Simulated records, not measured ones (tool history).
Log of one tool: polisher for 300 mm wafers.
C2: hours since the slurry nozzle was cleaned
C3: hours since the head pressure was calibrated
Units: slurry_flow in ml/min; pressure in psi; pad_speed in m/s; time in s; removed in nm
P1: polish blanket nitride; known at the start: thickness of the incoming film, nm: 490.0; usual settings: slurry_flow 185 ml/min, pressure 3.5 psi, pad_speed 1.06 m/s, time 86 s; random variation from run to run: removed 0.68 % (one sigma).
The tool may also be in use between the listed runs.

{"run": 1, "day": 0.333, "slurry_flow": 185, "pressure": 3.5, "pad_speed": 1.06, "time": 86, "wafers polished on this pad": 267, "C2": 170.9, "C3": 265.7, "removed": 137.6}
{"run": 2, "day": 0.621, "slurry_flow": 185, "pressure": 3.5, "pad_speed": 1.06, "time": 129, "wafers polished on this pad": 315, "C2": 177.8, "C3": 272.6, "removed": 207.13}
{"run": 3, "day": 0.958, "slurry_flow": 185, "pressure": 3.5, "pad_speed": 1.06, "time": 86, "wafers polished on this pad": 372, "C2": 185.9, "C3": 280.7, "removed": 137.84}
{"run": 4, "day": 1.308, "slurry_flow": 240, "pressure": 3.5, "pad_speed": 1.06, "time": 47, "wafers polished on this pad": 430, "C2": 194.3, "C3": 289.1, "removed": 77.266}
{"run": 5, "day": 1.479, "slurry_flow": 185, "pressure": 3.5, "pad_speed": 1.06, "time": 86, "wafers polished on this pad": 459, "C2": 198.4, "C3": 293.2, "removed": 138.3}
{"run": 6, "day": 1.85, "slurry_flow": 185, "pressure": 3.5, "pad_speed": 1.34, "time": 86, "wafers polished on this pad": 521, "C2": 207.3, "C3": 302.1, "removed": 168.63}
{"run": 7, "day": 2.1, "slurry_flow": 260, "pressure": 3.5, "pad_speed": 1.06, "time": 86, "wafers polished on this pad": 563, "C2": 213.3, "C3": 308.1, "removed": 145.5}
{"run": 8, "day": 2.312, "slurry_flow": 185, "pressure": 3.5, "pad_speed": 1.06, "time": 86, "wafers polished on this pad": 598, "C2": 218.4, "C3": 313.2, "removed": 138.35}
{"run": 9, "day": 2.667, "slurry_flow": 185, "pressure": 5.4, "pad_speed": 1.06, "time": 86, "wafers polished on this pad": 658, "C2": 226.9, "C3": 321.7, "removed": 214.62}
{"run": 10, "day": 2.862, "slurry_flow": 185, "pressure": 3.5, "pad_speed": 0.48, "time": 86, "wafers polished on this pad": 690, "C2": 231.6, "C3": 326.4, "removed": 73.816}
{"run": 11, "day": 3.133, "slurry_flow": 185, "pressure": 2.2, "pad_speed": 1.06, "time": 86, "wafers polished on this pad": 736, "C2": 238.1, "C3": 332.9, "removed": 87.265}
{"run": 12, "day": 3.45, "slurry_flow": 110, "pressure": 3.5, "pad_speed": 1.06, "time": 86, "wafers polished on this pad": 789, "C2": 245.7, "C3": 340.5, "removed": 125.72}
{"run": 13, "day": 3.717, "slurry_flow": 185, "pressure": 3.5, "pad_speed": 1.06, "time": 86, "wafers polished on this pad": 833, "C2": 252.1, "C3": 346.9, "removed": 139.38}
{"day": 3.854, "done": "slurry nozzle cleaned"}
{"run": 14, "day": 3.954, "slurry_flow": 185, "pressure": 3.5, "pad_speed": 1.06, "time": 86, "wafers polished on this pad": 873, "C2": 2.4, "C3": 352.6, "removed": 139.58}
{"run": 15, "day": 4.292, "slurry_flow": 110, "pressure": 2.5, "pad_speed": 1.06, "time": 86, "wafers polished on this pad": 929, "C2": 10.5, "C3": 360.7, "removed": 90.239}
{"run": 16, "day": 4.492, "slurry_flow": 185, "pressure": 3.5, "pad_speed": 1.06, "time": 41, "wafers polished on this pad": 963, "C2": 15.3, "C3": 365.5, "removed": 66.642}
{"run": 17, "day": 4.817, "slurry_flow": 185, "pressure": 3.5, "pad_speed": 1.06, "time": 86, "wafers polished on this pad": 1017, "C2": 23.1, "C3": 373.3, "removed": 139.03}
{"run": 18, "day": 5.104, "slurry_flow": 185, "pressure": 3.5, "pad_speed": 1.06, "time": 86, "wafers polished on this pad": 1065, "C2": 30, "C3": 380.2, "removed": 135.94}
{"run": 19, "day": 5.271, "slurry_flow": 185, "pressure": 3.5, "pad_speed": 1.06, "time": 86, "wafers polished on this pad": 1093, "C2": 34, "C3": 384.2, "removed": 134.76}
{"run": 20, "day": 5.554, "slurry_flow": 185, "pressure": 3.5, "pad_speed": 1.06, "time": 86, "wafers polished on this pad": 1141, "C2": 40.8, "C3": 391, "removed": 130.47}

Run 21 comes next. What will it give?
{"run": 21, "day": 5.871, "slurry_flow": 185, "pressure": 3.5, "pad_speed": 1.06, "time": 86, "wafers polished on this pad": 1194, "C2": 48.4, "C3": 398.6, "removed": "?"}

Run 21 gave removed 129.32 nm.
